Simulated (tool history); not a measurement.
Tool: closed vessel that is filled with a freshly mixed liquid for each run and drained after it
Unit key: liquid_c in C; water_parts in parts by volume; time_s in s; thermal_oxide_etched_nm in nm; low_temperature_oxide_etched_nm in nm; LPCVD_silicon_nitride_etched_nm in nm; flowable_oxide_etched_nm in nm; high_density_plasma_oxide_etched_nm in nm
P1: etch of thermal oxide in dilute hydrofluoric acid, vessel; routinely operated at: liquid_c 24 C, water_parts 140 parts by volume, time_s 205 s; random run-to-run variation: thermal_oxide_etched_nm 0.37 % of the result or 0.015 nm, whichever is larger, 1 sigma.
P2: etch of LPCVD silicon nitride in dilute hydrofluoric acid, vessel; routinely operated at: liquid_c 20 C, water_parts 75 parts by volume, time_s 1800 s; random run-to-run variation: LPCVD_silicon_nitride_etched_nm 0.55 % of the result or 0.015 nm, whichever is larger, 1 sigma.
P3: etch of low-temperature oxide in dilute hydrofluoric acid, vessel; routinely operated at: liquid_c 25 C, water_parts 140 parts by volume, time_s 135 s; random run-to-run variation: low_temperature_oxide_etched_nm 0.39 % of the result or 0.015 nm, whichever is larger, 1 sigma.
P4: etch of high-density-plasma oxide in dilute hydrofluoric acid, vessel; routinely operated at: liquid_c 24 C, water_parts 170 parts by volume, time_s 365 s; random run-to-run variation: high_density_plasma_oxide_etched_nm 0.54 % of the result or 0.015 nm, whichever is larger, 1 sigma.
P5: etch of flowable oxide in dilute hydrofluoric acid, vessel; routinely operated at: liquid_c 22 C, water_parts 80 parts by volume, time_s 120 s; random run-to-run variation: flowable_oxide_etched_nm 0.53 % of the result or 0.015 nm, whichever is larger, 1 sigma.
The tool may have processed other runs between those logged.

| run | hour | process | liquid_c | water_parts | time_s | hours since the thermometer was replaced | hours since the hydrofluoric acid flow meter was replaced | thermal_oxide_etched_nm | low_temperature_oxide_etched_nm | LPCVD_silicon_nitride_etched_nm | flowable_oxide_etched_nm | high_density_plasma_oxide_etched_nm |
|---|---|---|---|---|---|---|---|---|---|---|---|---|
| 1 | 10.1 | P1 | 24 | 140 | 205 | 1845.9 | 977.1 | 6.9259 |  |  |  |  |
| 2 | 16.4 | P3 | 25 | 140 | 135 | 1852.2 | 983.4 |  | 28.745 |  |  |  |
| 3 | 23.3 | P2 | 20 | 75 | 1800 | 1859.1 | 990.3 |  |  | 8.1845 |  |  |
| 4 | 31 | P3 | 20 | 140 | 135 | 1866.8 | 998 |  | 23.523 |  |  |  |
| 5 | 36.9 | P2 | 25 | 75 | 1800 | 1872.7 | 1003.9 |  |  | 11.501 |  |  |
| 6 | 42 | P1 | 24 | 140 | 205 | 1877.8 | 1009 | 6.876 |  |  |  |  |
| 7 | 50.7 | P3 | 25 | 140 | 30 | 1886.5 | 1017.7 |  | 6.3116 |  |  |  |
| 8 | 58.2 | P1 | 24 | 140 | 205 | 1894 | 1025.2 | 6.9244 |  |  |  |  |
| 9 | 63.6 | P5 | 22 | 80 | 55 | 1899.4 | 1030.6 |  |  |  | 13.425 |  |
| 10 | 73.8 | P1 | 24 | 30 | 205 | 1909.6 | 1040.8 | 37.027 |  |  |  |  |
| 11 | 83.6 | P1 | 24 | 140 | 205 | 1919.4 | 1050.6 | 6.9659 |  |  |  |  |
| 12 | 93.1 | P1 | 24 | 215 | 205 | 1928.9 | 1060.1 | 4.14 |  |  |  |  |
| 13 | 101.4 | P1 | 17 | 140 | 205 | 1937.2 | 1068.4 | 5.2201 |  |  |  |  |
| 14 | 106.9 | P5 | 27 | 80 | 120 | 1942.7 | 1073.9 |  |  |  | 35.988 |  |
| 15 | 114.5 | P1 | 29 | 140 | 205 | 1950.3 | 1081.5 | 8.3905 |  |  |  |  |
| 16 | 121.4 | P4 | 24 | 170 | 365 | 1957.2 | 1088.4 |  |  |  |  | 22.227 |
| 17 | 129.8 | P1 | 24 | 140 | 30 | 1965.6 | 1096.8 | 0.99784 |  |  |  |  |
| 18 | 139.4 | P2 | 20 | 135 | 1800 | 1975.2 | 1106.4 |  |  | 4.6092 |  |  |
| 19 | 148.5 | P4 | 24 | 170 | 125 | 1984.3 | 1115.5 |  |  |  |  | 7.6296 |
| 20 | 158.6 | P5 | 22 | 80 | 120 | 1994.4 | 1125.6 |  |  |  | 29.215 |  |
| 21 | 164.7 | P4 | 19 | 170 | 365 | 2000.5 | 1131.7 |  |  |  |  | 18.615 |
| 22 | 169.8 | P1 | 24 | 140 | 205 | 2005.6 | 1136.8 | 6.8811 |  |  |  |  |
| 23 | 176.7 | P4 | 24 | 170 | 365 | 2012.5 | 1143.7 |  |  |  |  | 22.239 |
| 24 | 182.2 | P4 | 24 | 235 | 365 | 2018 | 1149.2 |  |  |  |  | 15.273 |
| 25 | 187.2 | P2 | 20 | 75 | 1800 | 2023 | 1154.2 |  |  | 8.1071 |  |  |
| 26 | 193.6 | P1 | 19 | 245 | 205 | 2029.4 | 1160.6 | 2.9267 |  |  |  |  |
| 27 | 202.6 | P3 | 25 | 235 | 135 | 2038.4 | 1169.6 |  | 15.365 |  |  |  |
| 28 | 207.9 | P1 | 24 | 140 | 205 | 2043.7 | 1174.9 | 6.9029 |  |  |  |  |
| 29 | 215 | P2 | 20 | 75 | 675 | 2050.8 | 1182 |  |  | 3.0409 |  |  |
| 30 | 221.9 | P1 | 24 | 140 | 385 | 2057.7 | 1188.9 | 12.906 |  |  |  |  |
| 31 | 227.6 | P5 | 22 | 20 | 120 | 2063.4 | 1194.6 |  |  |  | 126.49 |  |
| 32 | 233.8 | P1 | 24 | 140 | 205 | 2069.6 | 1200.8 | 6.9573 |  |  |  |  |
| 33 | 241.9 | P1 | 24 | 140 | 205 | 2077.7 | 1208.9 | 7.0369 |  |  |  |  |
| 34 | 249.3 | P1 | 24 | 140 | 205 | 2085.1 | 1216.3 | 7.1127 |  |  |  |  |
| 35 | 256.2 | P1 | 24 | 140 | 205 | 2092 | 1223.2 | 7.1459 |  |  |  |  |
| 36 | 264.1 | P1 | 24 | 140 | 205 | 2099.9 | 1231.1 | 7.2659 |  |  |  |  |
| 37 | 270 | P1 | 24 | 140 | 205 | 2105.8 | 1237 | 7.2523 |  |  |  |  |
| 38 | 278.8 | P1 | 24 | 140 | 205 | 2114.6 | 1245.8 | 7.2215 |  |  |  |  |
| 39 | 286.5 | P1 | 24 | 140 | 205 | 2122.3 | 1253.5 | 7.2941 |  |  |  |  |
| 40 | 293.5 | P1 | 24 | 140 | 205 | 2129.3 | 1260.5 | 7.2854 |  |  |  |  |
| 41 | 301.2 | P1 | 24 | 140 | 205 | 2137 | 1268.2 | 7.2779 |  |  |  |  |
| 42 | 305.8 | P1 | 24 | 140 | 205 | 2141.6 | 1272.8 | 7.3008 |  |  |  |  |
| 43 | 315.8 | P1 | 24 | 140 | 205 | 2151.6 | 1282.8 | 7.2698 |  |  |  |  |

The output of P1 has drifted from where it used to be. Each of the 2 causes below, taken at the size shown beside it, accounts for the log equally well:
A: liquid hotter than its thermometer reads (K) = 1.43
B: hydrofluoric acid flow above the setpoint (%) = 4.82
At approximately hour 233.8, the process output began to creep.

Which of the 4 check runs listed below separates the causes, so that each cause would produce a clearly different result? Each run uses one wafer, and its results are marked with question marks.
| check 1 | 325.8 | P3 | 25 | 140 | 135 |  |  |  | ? |  |  |  |
| check 2 | 325.8 | P2 | 20 | 75 | 1800 |  |  |  |  | ? |  |  |
| check 3 | 325.8 | P5 | 22 | 80 | 120 |  |  |  |  |  | ? |  |
| check 4 | 325.8 | P4 | 24 | 170 | 365 |  |  |  |  |  |  | ? |

Outcome of each check run for each possible cause:
| check | result | if A | if B |
|---|---|---|---|
| check 1 | low_temperature_oxide_etched_nm | 30.182 | 30.201 |
| check 2 | LPCVD_silicon_nitride_etched_nm | 8.9634 | 8.5106 |
| check 3 | flowable_oxide_etched_nm | 31.138 | 30.934 |
| check 4 | high_density_plasma_oxide_etched_nm | 23.649 | 23.705 |
Smallest distance between any two causes, each pair judged by its most separating result, in per cent: check 1 0.06 %; check 2 5.18 %; check 3 0.66 %; check 4 0.23 %
Check 2 is the one run that separates the causes; every other check would come out nearly the same whichever cause is at work.

With check 2 done, the readings were: LPCVD_silicon_nitride_etched_nm 8.9766 nm. Identify which of the listed causes applies.

Of the candidate causes, it is A: liquid hotter than its thermometer reads (K).

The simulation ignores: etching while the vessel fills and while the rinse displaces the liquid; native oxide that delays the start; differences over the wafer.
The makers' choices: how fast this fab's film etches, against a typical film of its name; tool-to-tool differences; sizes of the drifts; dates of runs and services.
